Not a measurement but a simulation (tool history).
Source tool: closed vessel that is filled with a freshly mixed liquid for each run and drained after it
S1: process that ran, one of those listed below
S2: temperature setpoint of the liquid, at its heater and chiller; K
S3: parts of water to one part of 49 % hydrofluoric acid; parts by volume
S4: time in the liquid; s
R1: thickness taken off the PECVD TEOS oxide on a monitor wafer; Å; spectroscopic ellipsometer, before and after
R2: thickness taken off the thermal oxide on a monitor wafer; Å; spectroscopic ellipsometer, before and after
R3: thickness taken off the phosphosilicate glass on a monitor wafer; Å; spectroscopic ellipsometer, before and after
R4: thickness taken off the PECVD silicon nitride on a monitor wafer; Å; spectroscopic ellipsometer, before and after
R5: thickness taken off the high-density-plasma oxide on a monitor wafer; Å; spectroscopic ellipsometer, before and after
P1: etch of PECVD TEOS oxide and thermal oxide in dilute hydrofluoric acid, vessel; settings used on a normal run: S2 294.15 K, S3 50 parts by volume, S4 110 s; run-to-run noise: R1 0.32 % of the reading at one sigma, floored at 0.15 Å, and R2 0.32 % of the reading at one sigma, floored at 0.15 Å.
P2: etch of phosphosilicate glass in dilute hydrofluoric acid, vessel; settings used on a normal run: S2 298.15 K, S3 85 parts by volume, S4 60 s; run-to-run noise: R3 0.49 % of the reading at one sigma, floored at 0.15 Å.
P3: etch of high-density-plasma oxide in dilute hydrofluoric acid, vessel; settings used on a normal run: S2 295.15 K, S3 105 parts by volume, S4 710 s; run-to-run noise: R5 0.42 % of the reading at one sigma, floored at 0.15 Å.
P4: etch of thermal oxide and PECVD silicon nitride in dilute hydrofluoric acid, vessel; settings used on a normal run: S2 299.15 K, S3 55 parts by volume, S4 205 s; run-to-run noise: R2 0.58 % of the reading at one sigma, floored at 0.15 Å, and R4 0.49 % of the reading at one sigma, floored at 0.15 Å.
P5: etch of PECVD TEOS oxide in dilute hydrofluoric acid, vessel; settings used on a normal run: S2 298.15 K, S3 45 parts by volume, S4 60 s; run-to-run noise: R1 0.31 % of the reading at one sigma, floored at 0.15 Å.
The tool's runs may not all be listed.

| run | hour | S1 | S2 | S3 | S4 | R1 | R2 | R3 | R4 | R5 |
|---|---|---|---|---|---|---|---|---|---|---|
| 1 | 6.2 | P1 | 294.15 | 50 | 110 | 574.85 | 94.125 |  |  |  |
| 2 | 11.6 | P2 | 298.15 | 85 | 60 |  |  | 1434.5 |  |  |
| 3 | 15.7 | P1 | 294.15 | 50 | 110 | 576.61 | 94.394 |  |  |  |
| 4 | 21.5 | P5 | 298.15 | 70 | 60 | 268.43 |  |  |  |  |
| 5 | 30.2 | P5 | 302.65 | 45 | 60 | 515.25 |  |  |  |  |
| 6 | 39 | P1 | 294.15 | 50 | 160 | 836.92 | 137.46 |  |  |  |
|  | 40.1 | hydrofluoric acid flow meter replaced |
| 7 | 48 | P4 | 293.15 | 55 | 205 |  | 158.69 |  | 81.046 |  |
| 8 | 55.3 | P1 | 294.15 | 50 | 110 | 574.64 | 94.72 |  |  |  |
| 9 | 62.2 | P3 | 295.15 | 105 | 30 |  |  |  |  | 13.242 |
| 10 | 68 | P1 | 294.15 | 50 | 110 | 574.37 | 94.086 |  |  |  |
| 11 | 73.6 | P5 | 298.15 | 45 | 60 | 431.38 |  |  |  |  |
| 12 | 81 | P1 | 290.15 | 50 | 110 | 484.86 | 80.059 |  |  |  |
| 13 | 88.2 | P1 | 301.15 | 50 | 110 | 766.53 | 126.02 |  |  |  |
| 14 | 93.2 | P1 | 294.15 | 20 | 55 | 740.74 | 123.04 |  |  |  |
| 15 | 97.5 | P2 | 298.15 | 35 | 60 |  |  | 3742.6 |  |  |
| 16 | 102.9 | P3 | 295.15 | 105 | 710 |  |  |  |  | 310.32 |
| 17 | 108 | P1 | 294.15 | 30 | 110 | 980.37 | 161.5 |  |  |  |
| 18 | 116.9 | P2 | 305.15 | 85 | 60 |  |  | 1888.5 |  |  |
| 19 | 121.1 | P1 | 294.15 | 50 | 110 | 577.12 | 94.958 |  |  |  |
| 20 | 126.9 | P4 | 299.15 | 100 | 205 |  | 106.32 |  | 67.734 |  |
| 21 | 136.1 | P3 | 295.15 | 105 | 710 |  |  |  |  | 308.9 |
| 22 | 142.2 | P1 | 294.15 | 50 | 110 | 577.84 | 93.883 |  |  |  |
| 23 | 150.1 | P4 | 299.15 | 55 | 205 |  | 205.83 |  | 121.81 |  |
| 24 | 155.6 | P4 | 299.15 | 55 | 325 |  | 322.94 |  | 193.4 |  |
| 25 | 162.6 | P2 | 298.15 | 85 | 90 |  |  | 2164.1 |  |  |
| 26 | 171.3 | P3 | 291.15 | 105 | 710 |  |  |  |  | 264.02 |
| 27 | 175.8 | P1 | 294.15 | 50 | 110 | 576.26 | 95.057 |  |  |  |
| 28 | 185 | P1 | 294.15 | 50 | 30 | 157.4 | 25.889 |  |  |  |
| 29 | 193.9 | P3 | 295.15 | 180 | 710 |  |  |  |  | 166.04 |
| 30 | 199.2 | P5 | 298.15 | 45 | 30 | 214.75 |  |  |  |  |
| 31 | 208 | P1 | 294.15 | 75 | 110 | 374.11 | 60.62 |  |  |  |
| 32 | 213.1 | P1 | 294.15 | 50 | 110 | 573.95 | 94.679 |  |  |  |
| 33 | 218 | P1 | 294.15 | 50 | 110 | 586.24 | 96.389 |  |  |  |
| 34 | 224.1 | P1 | 294.15 | 50 | 110 | 592.86 | 97.845 |  |  |  |
| 35 | 230.4 | P1 | 294.15 | 50 | 110 | 601.6 | 98.613 |  |  |  |
| 36 | 237.2 | P1 | 294.15 | 50 | 110 | 605.9 | 99.399 |  |  |  |
| 37 | 246 | P1 | 294.15 | 50 | 110 | 612.52 | 100.36 |  |  |  |
| 38 | 252.8 | P1 | 294.15 | 50 | 110 | 607.75 | 100.6 |  |  |  |
| 39 | 260.4 | P1 | 294.15 | 50 | 110 | 607.6 | 100.39 |  |  |  |
| 40 | 264.5 | P1 | 294.15 | 50 | 110 | 610.68 | 100.4 |  |  |  |
| 41 | 269.1 | P1 | 294.15 | 50 | 110 | 612.22 | 100.59 |  |  |  |

What P1 gives has crept off from where it sat before. The 2 causes that follow fit the log equally well, each at the size noted:
A: liquid hotter than its thermometer reads (K) = 1.47
B: hydrofluoric acid flow above the setpoint (%) = 5.97
The process output started creeping at around hour 213.1.

Consider the 4 single-wafer check runs listed below, results given as question marks: which one distinguishes between the causes by giving clearly different results for each?
| check 1 | 273.7 | P4 | 299.15 | 55 | 205 |  | ? |  | ? |  |
| check 2 | 273.7 | P5 | 298.15 | 45 | 60 | ? |  |  |  |  |
| check 3 | 273.7 | P3 | 295.15 | 105 | 710 |  |  |  |  | ? |
| check 4 | 273.7 | P2 | 298.15 | 85 | 60 |  |  | ? |  |  |

If the cause were each of the candidates in turn, the checks would give the following:
| check | result | if A | if B |
|---|---|---|---|
| check 1 | R2 | 217.56 | 218.29 |
| check 1 | R4 | 134.36 | 129.11 |
| check 2 | R1 | 457.47 | 458.23 |
| check 3 | R5 | 328.79 | 330.85 |
| check 4 | R3 | 1525.6 | 1535.1 |
Gap, in per cent, between the two causes that each check separates least, read from the result that separates them most: check 1 3.98 %; check 2 0.17 %; check 3 0.62 %; check 4 0.62 %
Check 1 tells the causes apart: in the others they would give nearly the same result.

Check 1 has now been run. It gave: R2 219.29 Å; R4 129.85 Å. Which of the candidate causes is it?

It was cause B: hydrofluoric acid flow above the setpoint (%).
